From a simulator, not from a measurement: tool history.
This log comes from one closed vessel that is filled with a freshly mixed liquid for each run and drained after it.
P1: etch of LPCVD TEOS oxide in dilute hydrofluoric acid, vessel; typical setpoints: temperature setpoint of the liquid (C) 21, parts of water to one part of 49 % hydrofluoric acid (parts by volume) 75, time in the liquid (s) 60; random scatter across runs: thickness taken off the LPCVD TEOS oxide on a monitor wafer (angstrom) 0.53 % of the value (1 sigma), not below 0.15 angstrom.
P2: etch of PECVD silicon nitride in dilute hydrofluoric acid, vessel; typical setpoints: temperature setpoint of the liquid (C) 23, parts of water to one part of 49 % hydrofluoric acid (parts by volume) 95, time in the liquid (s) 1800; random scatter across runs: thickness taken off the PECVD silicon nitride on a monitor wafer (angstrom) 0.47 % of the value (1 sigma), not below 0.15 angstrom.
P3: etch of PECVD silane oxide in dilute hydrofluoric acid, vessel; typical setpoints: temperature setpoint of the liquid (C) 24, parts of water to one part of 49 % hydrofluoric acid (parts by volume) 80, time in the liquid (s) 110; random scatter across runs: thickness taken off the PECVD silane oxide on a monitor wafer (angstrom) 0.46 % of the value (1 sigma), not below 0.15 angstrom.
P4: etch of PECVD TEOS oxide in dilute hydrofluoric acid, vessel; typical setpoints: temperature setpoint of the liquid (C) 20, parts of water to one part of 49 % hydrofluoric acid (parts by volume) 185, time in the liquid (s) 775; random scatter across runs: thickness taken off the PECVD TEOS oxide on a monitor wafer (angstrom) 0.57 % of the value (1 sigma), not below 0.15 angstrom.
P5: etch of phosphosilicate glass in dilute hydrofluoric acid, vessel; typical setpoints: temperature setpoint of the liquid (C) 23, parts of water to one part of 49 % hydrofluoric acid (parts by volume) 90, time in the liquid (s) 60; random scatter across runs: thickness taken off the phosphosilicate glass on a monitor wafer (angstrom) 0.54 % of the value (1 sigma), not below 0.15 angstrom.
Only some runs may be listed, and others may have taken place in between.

run,hour,process that ran,temperature setpoint of the liquid (C),parts of water to one part of 49 % hydrofluoric acid (parts by volume),time in the liquid (s),hours since the thermometer was replaced,hours since the hydrofluoric acid flow meter was replaced,thickness taken off the LPCVD TEOS oxide on a monitor wafer (angstrom),thickness taken off the PECVD silane oxide on a monitor wafer (angstrom),thickness taken off the PECVD silicon nitride on a monitor wafer (angstrom),thickness taken off the PECVD TEOS oxide on a monitor wafer (angstrom),thickness taken off the phosphosilicate glass on a monitor wafer (angstrom)
1,11.3,P1,21,75,60,366.9,561,212.71,,,,
2,23,P3,24,25,110,378.6,572.7,,1604.7,,,
3,37.1,P1,21,75,60,392.7,586.8,214.52,,,,
4,44.3,P1,21,140,60,399.9,594,105.33,,,,
5,55.9,P3,24,80,110,411.5,605.6,,468.91,,,
6,64.2,P2,23,95,1800,419.8,613.9,,,469.19,,
7,78.3,P4,17,185,775,433.9,628,,,,480.44,
8,86,P1,21,75,30,441.6,635.7,106.48,,,,
9,98.7,P4,20,185,775,454.3,648.4,,,,540.51,
10,105.6,P1,17,75,60,461.2,655.3,181.27,,,,
11,112.2,P1,21,75,60,467.8,661.9,212.85,,,,
12,125.7,P2,23,95,3565,481.3,675.4,,,931.81,,
13,134.5,P1,25,75,60,490.1,684.2,250.62,,,,
14,144.4,P2,23,50,1800,500,694.1,,,886.35,,
15,156.4,P4,20,185,1500,512,706.1,,,,1058.7,
16,164.9,P2,18,95,1800,520.5,714.6,,,334,,
17,176.4,P3,24,80,110,532,726.1,,466.11,,,
18,184.2,P1,17,75,85,539.8,733.9,254.6,,,,
# hour 186.8: thermometer replaced
19,193.6,P5,31,90,60,6.9,743.3,,,,,849.47
20,200.2,P5,23,90,60,13.5,749.9,,,,,629.46
21,210.4,P1,21,75,60,23.7,760.1,211.23,,,,
22,223.9,P3,17,80,110,37.2,773.6,,346.94,,,
23,231.3,P5,23,90,85,44.6,781,,,,,889.74
24,241.6,P1,21,75,60,54.9,791.3,212.99,,,,
25,251.1,P4,20,255,775,64.4,800.8,,,,369.1,
26,260.8,P1,21,20,60,74.1,810.5,856.85,,,,
27,268.5,P1,21,75,100,81.8,818.2,355.21,,,,
28,278.2,P3,24,80,210,91.5,827.9,,891.7,,,
29,288.6,P5,23,20,60,101.9,838.3,,,,,3057
30,301.8,P1,21,75,60,115.1,851.5,213.28,,,,
31,310.6,P1,21,75,60,123.9,860.3,219.26,,,,
32,319.9,P1,21,75,60,133.2,869.6,227.07,,,,
33,326.3,P1,21,75,60,139.6,876,226.5,,,,
34,334.3,P1,21,75,60,147.6,884,230.63,,,,
35,347.1,P1,21,75,60,160.4,896.8,232.58,,,,
36,361.6,P1,21,75,60,174.9,911.3,230.05,,,,

The output of P1 has drifted from where it used to be. Each of the 2 causes below, taken at the size shown beside it, accounts for the log equally well:
A: hydrofluoric acid flow above the setpoint (%) = 7.88
B: liquid hotter than its thermometer reads (K) = 2.01
The creep began at about hour 301.8.

Question marks stand in for the results of the 4 check runs listed below, each run on one wafer. Under which run would the listed causes show clearly different results?
check 1,376.1,P4,20,185,775,,,,,,?,
check 2,376.1,P2,23,95,1800,,,,,?,,
check 3,376.1,P5,23,90,60,,,,,,,?
check 4,376.1,P3,24,80,110,,,,?,,,

Predicted outcomes, by check and by cause:
check,result,if A,if B
check 1,thickness taken off the PECVD TEOS oxide on a monitor wafer (angstrom),591.82,584.79
check 2,thickness taken off the PECVD silicon nitride on a monitor wafer (angstrom),506.37,536.68
check 3,thickness taken off the phosphosilicate glass on a monitor wafer (angstrom),681.72,679.25
check 4,thickness taken off the PECVD silane oxide on a monitor wafer (angstrom),506.3,504.72
Gap, in per cent, between the two causes that each check separates least, read from the result that separates them most: check 1 1.19 %; check 2 5.81 %; check 3 0.36 %; check 4 0.31 %
The causes can be told apart only by check 2. The other checks would give nearly the same results under each of them.

Then check 2 was run and gave: thickness taken off the PECVD silicon nitride on a monitor wafer (angstrom) 536.8. Which cause is it?

B is the cause: liquid hotter than its thermometer reads (K).
